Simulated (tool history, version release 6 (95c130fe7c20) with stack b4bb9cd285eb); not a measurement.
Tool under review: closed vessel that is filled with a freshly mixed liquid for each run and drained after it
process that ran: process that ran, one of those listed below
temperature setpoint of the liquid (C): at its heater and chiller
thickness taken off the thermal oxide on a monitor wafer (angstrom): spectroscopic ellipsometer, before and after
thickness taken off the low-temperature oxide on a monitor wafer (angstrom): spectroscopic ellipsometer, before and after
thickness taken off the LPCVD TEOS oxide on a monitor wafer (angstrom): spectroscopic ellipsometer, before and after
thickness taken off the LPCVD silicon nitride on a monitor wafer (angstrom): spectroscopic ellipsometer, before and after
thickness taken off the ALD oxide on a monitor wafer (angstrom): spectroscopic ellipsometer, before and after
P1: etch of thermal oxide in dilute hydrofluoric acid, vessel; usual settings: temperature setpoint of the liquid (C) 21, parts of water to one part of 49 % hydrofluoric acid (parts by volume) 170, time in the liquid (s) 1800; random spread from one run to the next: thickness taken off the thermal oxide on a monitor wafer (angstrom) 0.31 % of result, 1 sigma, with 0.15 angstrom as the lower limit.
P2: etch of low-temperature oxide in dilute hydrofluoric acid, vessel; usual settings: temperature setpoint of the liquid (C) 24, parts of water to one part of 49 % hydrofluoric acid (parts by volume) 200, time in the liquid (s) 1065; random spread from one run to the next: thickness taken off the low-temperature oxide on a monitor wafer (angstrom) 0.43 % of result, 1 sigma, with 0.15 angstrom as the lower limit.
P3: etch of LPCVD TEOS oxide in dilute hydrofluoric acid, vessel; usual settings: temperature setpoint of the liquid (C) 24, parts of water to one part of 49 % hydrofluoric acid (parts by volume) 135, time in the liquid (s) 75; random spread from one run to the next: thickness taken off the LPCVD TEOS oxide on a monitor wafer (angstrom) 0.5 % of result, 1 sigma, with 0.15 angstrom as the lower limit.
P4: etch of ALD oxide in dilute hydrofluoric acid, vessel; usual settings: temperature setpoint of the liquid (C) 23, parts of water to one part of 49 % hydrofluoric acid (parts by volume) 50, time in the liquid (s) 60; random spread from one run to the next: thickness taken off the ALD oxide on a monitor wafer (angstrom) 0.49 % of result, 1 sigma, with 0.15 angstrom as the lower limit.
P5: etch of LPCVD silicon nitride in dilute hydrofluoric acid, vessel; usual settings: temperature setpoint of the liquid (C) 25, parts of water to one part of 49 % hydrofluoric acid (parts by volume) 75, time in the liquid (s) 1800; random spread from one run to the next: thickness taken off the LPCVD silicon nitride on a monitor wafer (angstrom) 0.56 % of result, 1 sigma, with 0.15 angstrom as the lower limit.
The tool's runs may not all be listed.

| run | hour | process that ran | temperature setpoint of the liquid (C) | parts of water to one part of 49 % hydrofluoric acid (parts by volume) | time in the liquid (s) | hours since the thermometer was replaced | hours since the hydrofluoric acid flow meter was replaced | thickness taken off the thermal oxide on a monitor wafer (angstrom) | thickness taken off the low-temperature oxide on a monitor wafer (angstrom) | thickness taken off the LPCVD TEOS oxide on a monitor wafer (angstrom) | thickness taken off the LPCVD silicon nitride on a monitor wafer (angstrom) | thickness taken off the ALD oxide on a monitor wafer (angstrom) |
|---|---|---|---|---|---|---|---|---|---|---|---|---|
| 1 | 15.9 | P1 | 21 | 170 | 1800 | 821.8 | 1187.9 | 413.63 |  |  |  |  |
| 2 | 32.5 | P2 | 24 | 200 | 1815 | 838.4 | 1204.5 |  | 850.72 |  |  |  |
| 3 | 49.9 | P3 | 24 | 135 | 75 | 855.8 | 1221.9 |  |  | 247.88 |  |  |
| 4 | 67.8 | P3 | 24 | 50 | 75 | 873.7 | 1239.8 |  |  | 743.81 |  |  |
| 5 | 77.7 | P1 | 28.5 | 170 | 1800 | 883.6 | 1249.7 | 543.2 |  |  |  |  |
| 6 | 91.5 | P1 | 17 | 170 | 1800 | 897.4 | 1263.5 | 352.64 |  |  |  |  |
| 7 | 101 | P1 | 21 | 295 | 1800 | 906.9 | 1273 | 209.83 |  |  |  |  |
| 8 | 116.2 | P2 | 24 | 75 | 1065 | 922.1 | 1288.2 |  | 1553.8 |  |  |  |
| 9 | 133.8 | P5 | 25 | 75 | 1800 | 939.7 | 1305.8 |  |  |  | 125.64 |  |
| 10 | 145.2 | P4 | 31 | 50 | 60 | 951.1 | 1317.2 |  |  |  |  | 160.31 |
| 11 | 156.8 | P5 | 25 | 120 | 1800 | 962.7 | 1328.8 |  |  |  | 79.078 |  |
| 12 | 167 | P2 | 24 | 200 | 1065 | 972.9 | 1339 |  | 498.86 |  |  |  |
| 13 | 176.9 | P4 | 23 | 50 | 35 | 982.8 | 1348.9 |  |  |  |  | 68.381 |
| 14 | 189.3 | P1 | 21 | 170 | 1800 | 995.2 | 1361.3 | 414.18 |  |  |  |  |
| 15 | 199.6 | P3 | 24 | 135 | 145 | 1005.5 | 1371.6 |  |  | 479.81 |  |  |
| 16 | 207.7 | P1 | 21 | 235 | 3185 | 1013.6 | 1379.7 | 494.71 |  |  |  |  |
| 17 | 224.5 | P3 | 30 | 135 | 75 | 1030.4 | 1396.5 |  |  | 308.88 |  |  |
| 18 | 234.4 | P2 | 24 | 200 | 1065 | 1040.3 | 1406.4 |  | 504.92 |  |  |  |
| 19 | 247.6 | P1 | 21 | 75 | 1800 | 1053.5 | 1419.6 | 1034.5 |  |  |  |  |
| 20 | 264.2 | P4 | 23 | 50 | 60 | 1070.1 | 1436.2 |  |  |  |  | 117.77 |
|  | 265 | hydrofluoric acid flow meter replaced |
| 21 | 278.3 | P1 | 21 | 245 | 3130 | 1084.2 | 13.4 | 462.19 |  |  |  |  |
|  | 287.4 | thermometer replaced |
| 22 | 288.8 | P1 | 21 | 170 | 970 | 1.4 | 23.9 | 221.69 |  |  |  |  |
| 23 | 306.8 | P1 | 21 | 170 | 1800 | 19.4 | 41.9 | 415.36 |  |  |  |  |
| 24 | 316.5 | P1 | 21 | 170 | 1800 | 29.1 | 51.6 | 413.17 |  |  |  |  |
| 25 | 330.4 | P1 | 21 | 170 | 1800 | 43 | 65.5 | 412.32 |  |  |  |  |
| 26 | 340.6 | P5 | 25 | 75 | 745 | 53.2 | 75.7 |  |  |  | 51.634 |  |
| 27 | 350.2 | P4 | 23 | 85 | 60 | 62.8 | 85.3 |  |  |  |  | 65.947 |
| 28 | 361.7 | P1 | 21 | 170 | 1800 | 74.3 | 96.8 | 414.85 |  |  |  |  |
| 29 | 373.9 | P5 | 25 | 75 | 1800 | 86.5 | 109 |  |  |  | 127.07 |  |
| 30 | 390.5 | P5 | 30 | 75 | 1800 | 103.1 | 125.6 |  |  |  | 175.11 |  |

What will run 31 give?
| 31 | 404.1 | P2 | 17 | 200 | 1065 | 116.7 | 139.2 |  | ? |  |  |  |

thickness taken off the low-temperature oxide on a monitor wafer (angstrom): 383.17

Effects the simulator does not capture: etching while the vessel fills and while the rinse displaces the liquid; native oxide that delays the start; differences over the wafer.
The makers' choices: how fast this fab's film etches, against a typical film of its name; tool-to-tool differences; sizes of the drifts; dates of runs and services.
